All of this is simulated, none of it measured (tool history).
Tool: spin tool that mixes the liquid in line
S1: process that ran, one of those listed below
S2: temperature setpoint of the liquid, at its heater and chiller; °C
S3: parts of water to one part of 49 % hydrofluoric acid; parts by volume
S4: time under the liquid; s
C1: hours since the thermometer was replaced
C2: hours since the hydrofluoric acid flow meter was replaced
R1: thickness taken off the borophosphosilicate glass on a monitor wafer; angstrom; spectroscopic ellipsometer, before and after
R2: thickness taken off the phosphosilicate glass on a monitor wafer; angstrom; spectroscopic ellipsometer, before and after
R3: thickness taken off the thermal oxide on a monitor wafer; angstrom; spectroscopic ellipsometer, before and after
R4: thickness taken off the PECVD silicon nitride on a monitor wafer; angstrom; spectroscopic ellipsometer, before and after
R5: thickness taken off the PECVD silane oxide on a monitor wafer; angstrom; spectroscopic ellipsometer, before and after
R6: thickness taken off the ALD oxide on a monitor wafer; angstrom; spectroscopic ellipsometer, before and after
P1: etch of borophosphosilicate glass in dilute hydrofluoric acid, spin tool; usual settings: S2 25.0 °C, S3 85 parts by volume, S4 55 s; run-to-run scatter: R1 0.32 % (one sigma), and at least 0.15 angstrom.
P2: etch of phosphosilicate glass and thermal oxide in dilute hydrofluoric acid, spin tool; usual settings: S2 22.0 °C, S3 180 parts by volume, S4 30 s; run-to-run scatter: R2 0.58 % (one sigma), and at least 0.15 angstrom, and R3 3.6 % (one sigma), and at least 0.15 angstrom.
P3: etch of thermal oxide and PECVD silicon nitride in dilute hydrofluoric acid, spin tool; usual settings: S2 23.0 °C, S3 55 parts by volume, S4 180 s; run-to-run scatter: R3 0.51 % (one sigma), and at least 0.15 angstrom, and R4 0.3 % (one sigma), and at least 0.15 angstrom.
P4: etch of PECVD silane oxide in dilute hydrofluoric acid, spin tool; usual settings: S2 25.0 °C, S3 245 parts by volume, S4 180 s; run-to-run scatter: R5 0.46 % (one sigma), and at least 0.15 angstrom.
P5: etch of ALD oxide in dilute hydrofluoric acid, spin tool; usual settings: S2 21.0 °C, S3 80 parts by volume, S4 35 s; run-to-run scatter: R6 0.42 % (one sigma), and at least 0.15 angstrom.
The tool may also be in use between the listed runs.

{"run": 1, "day": 0.621, "S1": "P1", "S2": 25.0, "S3": 85, "S4": 55, "C1": 275.2, "C2": 233.7, "R1": 344.68}
{"run": 2, "day": 1.075, "S1": "P1", "S2": 25.0, "S3": 85, "S4": 55, "C1": 286.1, "C2": 244.6, "R1": 346.43}
{"run": 3, "day": 1.454, "S1": "P2", "S2": 22.0, "S3": 180, "S4": 30, "C1": 295.2, "C2": 253.7, "R2": 186.74, "R3": 6.3969}
{"run": 4, "day": 1.95, "S1": "P1", "S2": 25.0, "S3": 40, "S4": 30, "C1": 307.1, "C2": 265.6, "R1": 425.12}
{"run": 5, "day": 2.608, "S1": "P1", "S2": 25.0, "S3": 140, "S4": 55, "C1": 322.9, "C2": 281.4, "R1": 195.23}
{"run": 6, "day": 3.054, "S1": "P3", "S2": 17.0, "S3": 55, "S4": 180, "C1": 333.6, "C2": 292.1, "R3": 113.1, "R4": 43.653}
{"run": 7, "day": 3.642, "S1": "P3", "S2": 23.0, "S3": 55, "S4": 180, "C1": 347.7, "C2": 306.2, "R3": 145.9, "R4": 65.951}
{"run": 8, "day": 4.017, "S1": "P3", "S2": 23.0, "S3": 55, "S4": 180, "C1": 356.7, "C2": 315.2, "R3": 147.09, "R4": 66.08}
{"run": 9, "day": 4.354, "S1": "P4", "S2": 25.0, "S3": 245, "S4": 180, "C1": 364.8, "C2": 323.3, "R5": 157.66}
{"run": 10, "day": 4.825, "S1": "P5", "S2": 21.0, "S3": 80, "S4": 35, "C1": 376.1, "C2": 334.6, "R6": 73.579}
{"run": 11, "day": 5.3, "S1": "P1", "S2": 19.0, "S3": 120, "S4": 55, "C1": 387.5, "C2": 346.0, "R1": 184.67}
{"run": 12, "day": 5.946, "S1": "P1", "S2": 25.0, "S3": 85, "S4": 110, "C1": 403.0, "C2": 361.5, "R1": 688.26}
{"run": 13, "day": 6.546, "S1": "P2", "S2": 22.0, "S3": 315, "S4": 30, "C1": 417.4, "C2": 375.9, "R2": 94.652, "R3": 3.5262}
{"run": 14, "day": 6.912, "S1": "P1", "S2": 28.5, "S3": 85, "S4": 55, "C1": 426.2, "C2": 384.7, "R1": 395.11}
{"run": 15, "day": 7.367, "S1": "P4", "S2": 17.0, "S3": 245, "S4": 180, "C1": 437.1, "C2": 395.6, "R5": 117.47}
{"run": 16, "day": 7.829, "S1": "P5", "S2": 17.0, "S3": 80, "S4": 35, "C1": 448.2, "C2": 406.7, "R6": 62.777}
{"run": 17, "day": 8.483, "S1": "P2", "S2": 17.0, "S3": 180, "S4": 30, "C1": 463.9, "C2": 422.4, "R2": 155.32, "R3": 5.2201}
{"run": 18, "day": 9.021, "S1": "P1", "S2": 25.0, "S3": 25, "S4": 110, "C1": 476.8, "C2": 435.3, "R1": 2552.3}
{"run": 19, "day": 9.367, "S1": "P5", "S2": 21.0, "S3": 35, "S4": 35, "C1": 485.1, "C2": 443.6, "R6": 178.71}
{"run": 20, "day": 10.025, "S1": "P1", "S2": 25.0, "S3": 85, "S4": 55, "C1": 500.9, "C2": 459.4, "R1": 343.04}
{"run": 21, "day": 10.421, "S1": "P4", "S2": 25.0, "S3": 135, "S4": 180, "C1": 510.4, "C2": 468.9, "R5": 321.28}
{"run": 22, "day": 10.912, "S1": "P1", "S2": 25.0, "S3": 85, "S4": 20, "C1": 522.2, "C2": 480.7, "R1": 125.16}
{"run": 23, "day": 11.208, "S1": "P1", "S2": 25.0, "S3": 85, "S4": 55, "C1": 529.3, "C2": 487.8, "R1": 342.01}
{"run": 24, "day": 11.692, "S1": "P1", "S2": 25.0, "S3": 85, "S4": 55, "C1": 540.9, "C2": 499.4, "R1": 343.67}
{"day": 11.796, "done": "hydrofluoric acid flow meter replaced"}
{"run": 25, "day": 12.296, "S1": "P4", "S2": 25.0, "S3": 245, "S4": 295, "C1": 555.4, "C2": 12.0, "R5": 256.39}
{"run": 26, "day": 12.617, "S1": "P2", "S2": 22.0, "S3": 180, "S4": 50, "C1": 563.1, "C2": 19.7, "R2": 311.56, "R3": 9.9249}
{"run": 27, "day": 13.088, "S1": "P4", "S2": 25.0, "S3": 245, "S4": 180, "C1": 574.4, "C2": 31.0, "R5": 156.17}
{"run": 28, "day": 13.412, "S1": "P1", "S2": 17.0, "S3": 85, "S4": 55, "C1": 582.2, "C2": 38.8, "R1": 247.91}
{"run": 29, "day": 13.829, "S1": "P3", "S2": 23.0, "S3": 30, "S4": 180, "C1": 592.2, "C2": 48.8, "R3": 278.64, "R4": 119.23}
{"run": 30, "day": 14.258, "S1": "P3", "S2": 23.0, "S3": 55, "S4": 285, "C1": 602.5, "C2": 59.1, "R3": 232.2, "R4": 104.48}
{"run": 31, "day": 14.725, "S1": "P1", "S2": 25.0, "S3": 55, "S4": 55, "C1": 613.7, "C2": 70.3, "R1": 552.8}
{"run": 32, "day": 15.375, "S1": "P5", "S2": 21.0, "S3": 80, "S4": 65, "C1": 629.3, "C2": 85.9, "R6": 137.12}
{"run": 33, "day": 15.708, "S1": "P1", "S2": 25.0, "S3": 85, "S4": 55, "C1": 637.3, "C2": 93.9, "R1": 344.64}
{"run": 34, "day": 16.021, "S1": "P1", "S2": 25.0, "S3": 85, "S4": 55, "C1": 644.8, "C2": 101.4, "R1": 338.69}
{"run": 35, "day": 16.662, "S1": "P1", "S2": 25.0, "S3": 85, "S4": 55, "C1": 660.2, "C2": 116.8, "R1": 332.57}
{"run": 36, "day": 17.129, "S1": "P1", "S2": 25.0, "S3": 85, "S4": 55, "C1": 671.4, "C2": 128.0, "R1": 331.63}
{"run": 37, "day": 17.429, "S1": "P1", "S2": 25.0, "S3": 85, "S4": 55, "C1": 678.6, "C2": 135.2, "R1": 327.75}
{"run": 38, "day": 17.75, "S1": "P1", "S2": 25.0, "S3": 85, "S4": 55, "C1": 686.3, "C2": 142.9, "R1": 326.54}
{"run": 39, "day": 18.388, "S1": "P1", "S2": 25.0, "S3": 85, "S4": 55, "C1": 701.6, "C2": 158.2, "R1": 325.02}
{"run": 40, "day": 18.896, "S1": "P1", "S2": 25.0, "S3": 85, "S4": 55, "C1": 713.8, "C2": 170.4, "R1": 325.37}
{"run": 41, "day": 19.475, "S1": "P1", "S2": 25.0, "S3": 85, "S4": 55, "C1": 727.7, "C2": 184.3, "R1": 321.61}
{"run": 42, "day": 20.083, "S1": "P1", "S2": 25.0, "S3": 85, "S4": 55, "C1": 742.3, "C2": 198.9, "R1": 324.77}
{"run": 43, "day": 20.646, "S1": "P1", "S2": 25.0, "S3": 85, "S4": 55, "C1": 755.8, "C2": 212.4, "R1": 322.52}

What P1 gives has crept away from where it was. These 2 causes fit the log equally well, each at the size given:
A: hydrofluoric acid flow below the setpoint (%) = 5.39
B: liquid colder than its thermometer reads (K) = 1.55
The creep began at about day 15.708.

4 check runs are offered, one wafer each, their results left as question marks. Which one tells the causes apart?
{"run": "check 1", "day": 21.208, "S1": "P5", "S2": 17.5, "S3": 45, "S4": 35, "R6": "?"}
{"run": "check 2", "day": 21.208, "S1": "P3", "S2": 23.0, "S3": 55, "S4": 255, "R3": "?", "R4": "?"}
{"run": "check 3", "day": 21.208, "S1": "P2", "S2": 17.0, "S3": 295, "S4": 30, "R2": "?", "R3": "?"}
{"run": "check 4", "day": 21.208, "S1": "P4", "S2": 18.5, "S3": 245, "S4": 180, "R5": "?"}

What each check would give under each cause:
check=check_1 result=R6 if_A=111.200 if_B=110.150
check=check_2 result=R3 if_A=195.1600 if_B=194.1700
check=check_2 result=R4 if_A=88.854 if_B=84.394
check=check_3 result=R2 if_A=79.384 if_B=80.182
check=check_3 result=R3 if_A=2.7445 if_B=2.7721
check=check_4 result=R5 if_A=115.54 if_B=116.48
How far apart the two closest causes lie, in the result that separates them most: check 1 0.95 %; check 2 5.15 %; check 3 1 %; check 4 0.81 %
Only check 2 tells the causes apart: in the others they would give nearly the same result.

Then check 2 was run and gave: R3 195.3000 angstrom; R4 84.529 angstrom. Which cause is it?

It is B: liquid colder than its thermometer reads (K).
